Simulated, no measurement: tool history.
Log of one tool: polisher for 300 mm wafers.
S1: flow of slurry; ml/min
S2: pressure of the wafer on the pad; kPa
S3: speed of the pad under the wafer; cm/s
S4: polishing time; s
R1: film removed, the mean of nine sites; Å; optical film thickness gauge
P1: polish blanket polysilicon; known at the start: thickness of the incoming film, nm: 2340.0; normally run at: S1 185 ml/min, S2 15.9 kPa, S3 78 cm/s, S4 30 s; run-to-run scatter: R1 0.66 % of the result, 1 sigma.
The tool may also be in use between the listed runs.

run  hour   S1    S2   S3  S4       R1
  1   4.0  185  15.9   78  30  1347.30
  2   6.9  185  23.4   78  30  1993.60
  3  11.2  185  15.9   78  30  1333.50
  4  13.0  185  15.9   78  30  1343.20
  5  16.5  185  15.9   78  30  1359.30
  6  20.2  185  15.9   78  30  1341.80
  7  23.2  185  11.0   78  23   720.83
  8  27.0  110  15.9   78  30  1220.70
  9  30.7  260  15.9   78  30  1405.90
 10  34.7  185  15.9   78  30  1357.60
 11  38.4  185   9.7   78  30   822.86
 12  42.6  185  15.9   78  39  1782.90
 13  45.4  185  15.9  116  30  2009.40
 14  49.6  185  15.9   38  30   658.90

The next listed run, before its measurement:
 15  52.2  185  15.9  78  14   ?

{"run 15": {"R1": 633.21}}
